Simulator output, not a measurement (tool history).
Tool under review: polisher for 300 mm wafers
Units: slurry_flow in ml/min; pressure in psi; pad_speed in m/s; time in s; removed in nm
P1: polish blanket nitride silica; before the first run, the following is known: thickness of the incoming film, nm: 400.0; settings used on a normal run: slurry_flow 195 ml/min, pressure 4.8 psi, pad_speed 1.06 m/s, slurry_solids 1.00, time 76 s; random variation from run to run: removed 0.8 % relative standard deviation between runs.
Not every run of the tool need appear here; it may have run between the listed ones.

run    day  slurry_flow  pressure  pad_speed  slurry_solids  time  wafers polished on this pad  hours since the slurry nozzle was cleaned  hours since the head pressure was calibrated  hours since the slurry blender was calibrated  hours since the conditioning disc was replaced  removed
  1  0.250          195       4.8       1.06           1.00    76                          704                                      114.5                                         336.7                                           77.6                                           210.1   74.854
  2  0.483          195       6.8       1.06           1.00    39                          751                                      120.1                                         342.3                                           83.2                                           215.7   54.461
  3  0.738          195       4.8       1.06           1.35    76                          801                                      126.2                                         348.4                                           89.3                                           221.8   85.475
  4  1.012          195       4.8       1.06           0.55    76                          856                                      132.8                                         355.0                                           95.9                                           228.4   54.276
  5  1.258          195       4.8       0.48           1.00    76                          905                                      138.7                                         360.9                                          101.8                                           234.3   40.041
     1.362  -- conditioning disc replaced and pad reconditioned
  6  1.475          195       4.8       1.06           1.00    76                          948                                      143.9                                         366.1                                          107.0                                             2.7   74.969
  7  1.712          195       4.8       1.06           1.00   119                          996                                      149.6                                         371.8                                          112.7                                             8.4  118.540
  8  1.925          195       4.8       1.06           1.00    76                         1038                                      154.7                                         376.9                                          117.8                                            13.5   74.150
  9  2.221          195       4.8       1.06           1.00    76                         1097                                      161.8                                         384.0                                          124.9                                            20.6   75.458
 10  2.571          195       2.2       1.06           1.00    76                         1167                                      170.2                                         392.4                                          133.3                                            29.0   34.663
 11  2.896          195       4.8       1.64           1.00    76                         1232                                      178.0                                         400.2                                          141.1                                            36.8  106.790
 12  3.092          195       4.8       1.06           1.00    76                         1271                                      182.7                                         404.9                                          145.8                                            41.5   75.109
 13  3.446          195       4.8       1.06           1.00    49                         1342                                      191.2                                         413.4                                          154.3                                            50.0   48.932

What does the tool deliver on the next run?
 14  3.750          195       4.8       1.06           1.00    76                         1403                                      198.5                                         420.7                                          161.6                                            57.3        ?

{"run 14": {"removed": 74.187}}

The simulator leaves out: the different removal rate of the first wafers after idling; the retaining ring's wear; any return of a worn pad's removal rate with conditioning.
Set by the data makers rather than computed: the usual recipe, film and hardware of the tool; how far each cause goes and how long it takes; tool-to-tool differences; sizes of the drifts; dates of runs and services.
